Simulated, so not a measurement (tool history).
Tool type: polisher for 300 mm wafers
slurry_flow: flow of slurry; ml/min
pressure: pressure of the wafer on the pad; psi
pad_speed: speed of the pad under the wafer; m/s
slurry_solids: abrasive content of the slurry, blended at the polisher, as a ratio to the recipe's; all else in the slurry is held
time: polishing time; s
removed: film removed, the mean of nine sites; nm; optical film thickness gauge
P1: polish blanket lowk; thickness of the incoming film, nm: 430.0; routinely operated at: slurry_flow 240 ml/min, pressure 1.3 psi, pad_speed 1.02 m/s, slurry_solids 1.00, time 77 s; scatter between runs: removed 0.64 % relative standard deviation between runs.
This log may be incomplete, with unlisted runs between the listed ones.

Run 1, day 0.171: slurry_flow 240 ml/min, pressure 1.3 psi, pad_speed 1.02 m/s, slurry_solids 1.00, time 77 s. Result: removed 26.263 nm.
Run 2, day 0.408: slurry_flow 240 ml/min, pressure 1.3 psi, pad_speed 1.02 m/s, slurry_solids 1.00, time 77 s. Result: removed 26.223 nm.
Run 3, day 0.608: slurry_flow 240 ml/min, pressure 1.3 psi, pad_speed 1.54 m/s, slurry_solids 1.00, time 77 s. Result: removed 36.392 nm.
Run 4, day 0.825: slurry_flow 240 ml/min, pressure 1.3 psi, pad_speed 1.02 m/s, slurry_solids 1.00, time 77 s. Result: removed 26.316 nm.
Run 5, day 1.025: slurry_flow 240 ml/min, pressure 1.3 psi, pad_speed 1.02 m/s, slurry_solids 1.00, time 119 s. Result: removed 40.864 nm.
Run 6, day 1.233: slurry_flow 240 ml/min, pressure 1.3 psi, pad_speed 1.02 m/s, slurry_solids 1.00, time 77 s. Result: removed 26.761 nm.
Run 7, day 1.375: slurry_flow 240 ml/min, pressure 0.7 psi, pad_speed 1.02 m/s, slurry_solids 1.00, time 77 s. Result: removed 14.132 nm.
Run 8, day 1.583: slurry_flow 240 ml/min, pressure 1.3 psi, pad_speed 0.66 m/s, slurry_solids 1.00, time 77 s. Result: removed 18.833 nm.
Run 9, day 1.692: slurry_flow 360 ml/min, pressure 1.3 psi, pad_speed 1.02 m/s, slurry_solids 1.00, time 77 s. Result: removed 27.274 nm.
Run 10, day 1.908: slurry_flow 240 ml/min, pressure 1.3 psi, pad_speed 1.02 m/s, slurry_solids 1.00, time 36 s. Result: removed 12.395 nm.
Run 11, day 2.088: slurry_flow 145 ml/min, pressure 1.3 psi, pad_speed 1.44 m/s, slurry_solids 1.00, time 77 s. Result: removed 32.388 nm.
Run 12, day 2.250: slurry_flow 145 ml/min, pressure 1.3 psi, pad_speed 1.02 m/s, slurry_solids 1.00, time 77 s. Result: removed 24.466 nm.
Run 13, day 2.450: slurry_flow 240 ml/min, pressure 1.7 psi, pad_speed 1.02 m/s, slurry_solids 1.00, time 77 s. Result: removed 34.561 nm.
Run 14, day 2.583: slurry_flow 240 ml/min, pressure 1.3 psi, pad_speed 1.02 m/s, slurry_solids 1.35, time 77 s. Result: removed 30.176 nm.
Run 15, day 2.742: slurry_flow 240 ml/min, pressure 1.3 psi, pad_speed 1.02 m/s, slurry_solids 0.55, time 77 s. Result: removed 19.323 nm.
Run 16, day 2.892: slurry_flow 240 ml/min, pressure 1.3 psi, pad_speed 1.50 m/s, slurry_solids 1.30, time 77 s. Result: removed 39.847 nm.
Run 17, day 3.029: slurry_flow 240 ml/min, pressure 1.3 psi, pad_speed 1.02 m/s, slurry_solids 1.00, time 77 s. Result: removed 26.541 nm.
Run 18, day 3.133: slurry_flow 240 ml/min, pressure 1.3 psi, pad_speed 1.02 m/s, slurry_solids 1.00, time 77 s. Result: removed 26.761 nm.

What will run 19 give?
Run 19, day 3.358: slurry_flow 240 ml/min, pressure 1.3 psi, pad_speed 1.02 m/s, slurry_solids 1.00, time 77 s. Result: removed ?.

{"run 19": {"removed": 26.444}}
